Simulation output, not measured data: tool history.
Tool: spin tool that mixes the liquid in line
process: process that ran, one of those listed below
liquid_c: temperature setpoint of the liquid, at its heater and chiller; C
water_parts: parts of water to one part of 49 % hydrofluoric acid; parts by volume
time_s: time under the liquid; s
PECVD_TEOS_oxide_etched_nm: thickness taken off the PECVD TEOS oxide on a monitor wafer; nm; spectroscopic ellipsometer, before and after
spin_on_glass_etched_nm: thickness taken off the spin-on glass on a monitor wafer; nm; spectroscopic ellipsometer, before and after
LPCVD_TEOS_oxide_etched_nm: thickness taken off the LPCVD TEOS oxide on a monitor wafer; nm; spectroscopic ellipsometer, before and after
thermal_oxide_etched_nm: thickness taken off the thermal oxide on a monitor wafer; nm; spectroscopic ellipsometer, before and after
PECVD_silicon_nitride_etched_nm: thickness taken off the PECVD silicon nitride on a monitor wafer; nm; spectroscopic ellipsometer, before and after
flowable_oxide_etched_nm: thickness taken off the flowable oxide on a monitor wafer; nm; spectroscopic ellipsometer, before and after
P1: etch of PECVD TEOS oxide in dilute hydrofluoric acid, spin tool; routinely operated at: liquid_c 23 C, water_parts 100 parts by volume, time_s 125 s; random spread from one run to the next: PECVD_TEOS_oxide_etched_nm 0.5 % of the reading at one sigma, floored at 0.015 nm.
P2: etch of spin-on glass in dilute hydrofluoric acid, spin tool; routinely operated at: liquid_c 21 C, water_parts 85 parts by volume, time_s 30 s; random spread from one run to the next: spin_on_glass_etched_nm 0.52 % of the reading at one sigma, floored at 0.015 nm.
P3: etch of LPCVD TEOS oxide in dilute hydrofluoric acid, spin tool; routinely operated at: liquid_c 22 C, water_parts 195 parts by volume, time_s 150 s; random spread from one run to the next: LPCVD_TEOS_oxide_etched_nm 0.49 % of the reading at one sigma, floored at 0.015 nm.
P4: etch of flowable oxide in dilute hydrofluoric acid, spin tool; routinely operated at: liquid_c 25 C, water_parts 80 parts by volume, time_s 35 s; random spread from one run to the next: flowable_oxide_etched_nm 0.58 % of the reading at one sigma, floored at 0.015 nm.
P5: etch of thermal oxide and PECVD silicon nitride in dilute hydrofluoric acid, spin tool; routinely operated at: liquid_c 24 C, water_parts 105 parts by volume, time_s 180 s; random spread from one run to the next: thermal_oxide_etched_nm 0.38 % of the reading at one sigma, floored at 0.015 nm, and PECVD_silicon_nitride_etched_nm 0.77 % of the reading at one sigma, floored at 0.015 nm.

run,hour,process,liquid_c,water_parts,time_s,hours since the thermometer was replaced,hours since the hydrofluoric acid flow meter was replaced,PECVD_TEOS_oxide_etched_nm,spin_on_glass_etched_nm,LPCVD_TEOS_oxide_etched_nm,thermal_oxide_etched_nm,PECVD_silicon_nitride_etched_nm,flowable_oxide_etched_nm
1,10.4,P1,23,100,125,283.4,1626.3,17.415,,,,,
2,20.2,P2,17,85,30,293.2,1636.1,,8.8602,,,,
3,34.4,P1,23,50,245,307.4,1650.3,72.69,,,,,
4,42.5,P2,21,85,30,315.5,1658.4,,10.501,,,,
5,51.4,P3,22,195,220,324.4,1667.3,,,24.655,,,
6,62.8,P1,23,100,125,335.8,1678.7,17.406,,,,,
7,76.7,P5,24,65,180,349.7,1692.6,,,,13.402,5.7366,
8,88.7,P4,25,80,70,361.7,1704.6,,,,,,39.146
9,99.7,P1,23,100,125,372.7,1715.6,17.434,,,,,
10,110.8,P5,24,105,180,383.8,1726.7,,,,7.9073,3.5607,
11,119.7,P3,22,195,150,392.7,1735.6,,,16.731,,,
12,133,P1,23,100,220,406,1748.9,30.624,,,,,
13,146.2,P1,17,100,125,419.2,1762.1,13.573,,,,,
14,158.4,P4,29.5,80,35,431.4,1774.3,,,,,,23.183
15,171.4,P1,23,135,125,444.4,1787.3,12.437,,,,,
16,182.6,P1,23,100,125,455.6,1798.5,17.477,,,,,
17,188.9,P1,30.5,65,125,461.9,1804.8,38.043,,,,,
18,202.9,P1,23,100,60,475.9,1818.8,8.448,,,,,
19,217.3,P2,21,130,30,490.3,1833.2,,6.5148,,,,
20,227.9,P4,25,45,35,500.9,1843.8,,,,,,36.277
21,240.7,P1,28.5,100,125,513.7,1856.6,21.781,,,,,
22,251.9,P5,24,105,355,524.9,1867.8,,,,15.587,6.9862,
23,263.9,P2,21,85,15,536.9,1879.8,,5.2302,,,,
24,274.3,P3,18.5,195,150,547.3,1890.2,,,14.51,,,
25,288.6,P4,25,80,35,561.6,1904.5,,,,,,19.529
26,302.3,P1,23,100,125,575.3,1918.2,17.347,,,,,
27,311.1,P1,23,25,125,584.1,1927,76.873,,,,,
28,325.6,P3,22,90,150,598.6,1941.5,,,40.953,,,
29,333.7,P5,28.5,105,180,606.7,1949.6,,,,9.4212,4.6657,
30,347.3,P1,23,100,125,620.3,1963.2,17.324,,,,,
31,354.2,P1,23,100,125,627.2,1970.1,17.82,,,,,
32,366.7,P1,23,100,125,639.7,1982.6,18.297,,,,,
33,374,P1,23,100,125,647,1989.9,18.426,,,,,
34,380.4,P1,23,100,125,653.4,1996.3,18.911,,,,,
35,387.1,P1,23,100,125,660.1,2003,18.818,,,,,
36,400.8,P1,23,100,125,673.8,2016.7,18.939,,,,,
37,407.6,P1,23,100,125,680.6,2023.5,18.879,,,,,
38,417.3,P1,23,100,125,690.3,2033.2,18.988,,,,,
39,428.6,P1,23,100,125,701.6,2044.5,19.059,,,,,
40,436.7,P1,23,100,125,709.7,2052.6,19.064,,,,,

P1 has crept away from where it was. The log is fitted equally well by each of these 2 causes, at the sizes shown:
A: hydrofluoric acid flow above the setpoint (%) = 8.4
B: liquid hotter than its thermometer reads (K) = 2.28
The gradual shift began around hour 347.3.

Each of the 4 check runs below uses one wafer; its results are left as question marks. Which run tells the causes apart?
check 1,444.8,P4,25,80,35,,,,,,,,?
check 2,444.8,P5,24,105,180,,,,,,?,?,
check 3,444.8,P3,22,195,150,,,,,?,,,
check 4,444.8,P2,21,85,30,,,,?,,,,

How each check would come out, cause by cause:
check,result,if A,if B
check 1,flowable_oxide_etched_nm,21.414,21.44
check 2,thermal_oxide_etched_nm,8.6648,8.6508
check 2,PECVD_silicon_nitride_etched_nm,3.8429,4.1168
check 3,LPCVD_TEOS_oxide_etched_nm,18.474,18.271
check 4,spin_on_glass_etched_nm,11.558,11.609
Distance between the nearest two causes, measured in the result of the check that separates them most: check 1 0.12 %; check 2 6.89 %; check 3 1.11 %; check 4 0.44 %
The other checks would show nearly matching results whichever cause is true, so check 2 is the only one that separates the causes.

Then check 2 was run and gave: thermal_oxide_etched_nm 8.6581 nm; PECVD_silicon_nitride_etched_nm 3.8771 nm. Which cause is it?

It is A: hydrofluoric acid flow above the setpoint (%).
